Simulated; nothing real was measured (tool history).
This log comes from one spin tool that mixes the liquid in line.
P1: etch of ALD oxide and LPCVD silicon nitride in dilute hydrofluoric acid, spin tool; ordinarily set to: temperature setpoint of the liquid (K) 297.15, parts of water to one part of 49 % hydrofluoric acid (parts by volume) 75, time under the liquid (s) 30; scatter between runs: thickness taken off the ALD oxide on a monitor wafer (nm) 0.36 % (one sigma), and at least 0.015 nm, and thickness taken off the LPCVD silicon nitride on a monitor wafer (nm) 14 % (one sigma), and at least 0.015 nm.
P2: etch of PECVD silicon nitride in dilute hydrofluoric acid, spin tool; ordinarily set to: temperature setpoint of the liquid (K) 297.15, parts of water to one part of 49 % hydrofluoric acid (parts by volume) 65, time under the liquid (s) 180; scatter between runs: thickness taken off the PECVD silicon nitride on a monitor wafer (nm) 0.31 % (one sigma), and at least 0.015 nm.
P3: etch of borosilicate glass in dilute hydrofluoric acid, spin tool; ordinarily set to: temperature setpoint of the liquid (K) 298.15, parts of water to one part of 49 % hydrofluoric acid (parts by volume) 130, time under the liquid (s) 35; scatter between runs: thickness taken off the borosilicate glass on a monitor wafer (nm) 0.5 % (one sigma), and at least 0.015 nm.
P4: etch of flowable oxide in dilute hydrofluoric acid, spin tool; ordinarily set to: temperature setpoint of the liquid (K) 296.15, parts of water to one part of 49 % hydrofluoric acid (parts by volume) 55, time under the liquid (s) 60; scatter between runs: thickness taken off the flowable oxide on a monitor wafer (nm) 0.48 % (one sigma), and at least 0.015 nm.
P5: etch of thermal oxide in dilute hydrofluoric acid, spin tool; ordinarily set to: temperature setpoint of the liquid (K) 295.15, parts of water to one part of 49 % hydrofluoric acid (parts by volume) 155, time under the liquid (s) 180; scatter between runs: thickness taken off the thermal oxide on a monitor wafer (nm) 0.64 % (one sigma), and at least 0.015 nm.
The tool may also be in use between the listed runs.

run,day,process that ran,temperature setpoint of the liquid (K),parts of water to one part of 49 % hydrofluoric acid (parts by volume),time under the liquid (s),hours since the thermometer was replaced,hours since the hydrofluoric acid flow meter was replaced,thickness taken off the ALD oxide on a monitor wafer (nm),thickness taken off the LPCVD silicon nitride on a monitor wafer (nm),thickness taken off the borosilicate glass on a monitor wafer (nm),thickness taken off the PECVD silicon nitride on a monitor wafer (nm),thickness taken off the flowable oxide on a monitor wafer (nm),thickness taken off the thermal oxide on a monitor wafer (nm)
1,0.354,P1,297.15,75,30,455.6,154.6,7.0003,0.22351,,,,
2,0.662,P1,304.15,75,45,463,162,13.653,0.41433,,,,
3,1.008,P1,297.15,75,60,471.3,170.3,13.996,0.31771,,,,
4,1.375,P1,297.15,75,30,480.1,179.1,6.9526,0.15564,,,,
5,1.746,P3,298.15,130,35,489,188,,,6.1024,,,
6,2,P1,297.15,120,30,495.1,194.1,4.1067,0.11252,,,,
7,2.283,P2,297.15,65,95,501.9,200.9,,,,4.6863,,
8,2.475,P1,293.15,125,30,506.5,205.5,3.382,0.11502,,,,
9,2.754,P3,303.15,130,35,513.2,212.2,,,7.331,,,
10,3.142,P1,297.15,75,15,522.5,221.5,3.5069,0.096905,,,,
11,3.404,P3,298.15,130,55,528.8,227.8,,,9.6231,,,
12,3.812,P4,303.15,55,60,538.6,237.6,,,,,74.211,
13,4.1,P3,298.15,65,35,545.5,244.5,,,13.351,,,
14,4.404,P5,295.15,155,180,552.8,251.8,,,,,,5.1876
15,4.621,P2,290.65,65,180,558,257,,,,5.6766,,
16,4.888,P4,296.15,55,15,564.4,263.4,,,,,13.927,
17,5.142,P1,297.15,75,30,570.5,269.5,7.0194,0.22065,,,,
18,5.358,P1,297.15,40,30,575.7,274.7,13.744,0.37649,,,,
19,5.733,P5,295.15,230,180,584.7,283.7,,,,,,3.2195
20,5.988,P2,297.15,20,180,590.8,289.8,,,,27.913,,
21,6.212,P4,296.15,20,60,596.2,295.2,,,,,159.69,
22,6.512,P5,295.15,155,85,603.4,302.4,,,,,,2.4149
23,6.817,P1,292.15,75,30,610.7,309.7,5.6918,0.14681,,,,
24,7.104,P4,296.15,55,60,617.6,316.6,,,,,55.545,
25,7.404,P5,290.15,155,180,624.8,323.8,,,,,,4.1812
26,7.812,P2,297.15,65,180,634.6,333.6,,,,8.853,,
27,8.046,P4,296.15,55,60,640.2,339.2,,,,,56.29,
28,8.271,P1,302.65,75,30,645.6,344.6,8.6891,0.23314,,,,
29,8.5,P1,297.15,75,30,651.1,350.1,6.9737,0.22571,,,,
30,8.896,P5,295.15,155,180,660.6,359.6,,,,,,5.1214
31,9.154,P1,297.15,75,30,666.8,365.8,7.0457,0.20135,,,,
32,9.446,P1,297.15,75,30,673.8,372.8,7.1894,0.20139,,,,
33,9.746,P1,297.15,75,30,681,380,7.256,0.21504,,,,
34,10.017,P1,297.15,75,30,687.5,386.5,7.4055,0.19182,,,,
35,10.225,P1,297.15,75,30,692.5,391.5,7.4318,0.20936,,,,
36,10.475,P1,297.15,75,30,698.5,397.5,7.5083,0.22282,,,,
37,10.842,P1,297.15,75,30,707.3,406.3,7.5285,0.20421,,,,
38,11.125,P1,297.15,75,30,714.1,413.1,7.5218,0.24762,,,,
39,11.367,P1,297.15,75,30,719.9,418.9,7.5007,0.2514,,,,
40,11.708,P1,297.15,75,30,728.1,427.1,7.5299,0.22775,,,,

P1 no longer gives what it gave before; its output has crept away from where it was. The following 2 causes, each at its listed size, fit the log equally well:
A: hydrofluoric acid flow above the setpoint (%) = 7.34
B: liquid hotter than its thermometer reads (K) = 1.94
The gradual shift began around day 9.154.

The check runs listed below each take one wafer, and their results are still question marks. Under which run would the listed causes lead to clearly different results?
check 1,12.05,P5,295.15,155,180,,,,,,,,?
check 2,12.05,P3,298.15,130,35,,,,,?,,,
check 3,12.05,P2,297.15,65,180,,,,,,?,,
check 4,12.05,P4,296.15,55,60,,,,,,,?,

What each check would give under each cause:
check,result,if A,if B
check 1,thickness taken off the thermal oxide on a monitor wafer (nm),5.5629,5.5202
check 2,thickness taken off the borosilicate glass on a monitor wafer (nm),6.6046,6.5532
check 3,thickness taken off the PECVD silicon nitride on a monitor wafer (nm),9.5317,10.115
check 4,thickness taken off the flowable oxide on a monitor wafer (nm),60.282,60.517
How far apart the two closest causes lie, in the result that separates them most: check 1 0.77 %; check 2 0.78 %; check 3 5.94 %; check 4 0.39 %
The other checks would show nearly matching results whichever cause is true, so check 3 is the only one that separates the causes.

Running check 3 produced the following: thickness taken off the PECVD silicon nitride on a monitor wafer (nm) 10.072. Which one of the listed causes fits?

It was cause B: liquid hotter than its thermometer reads (K).
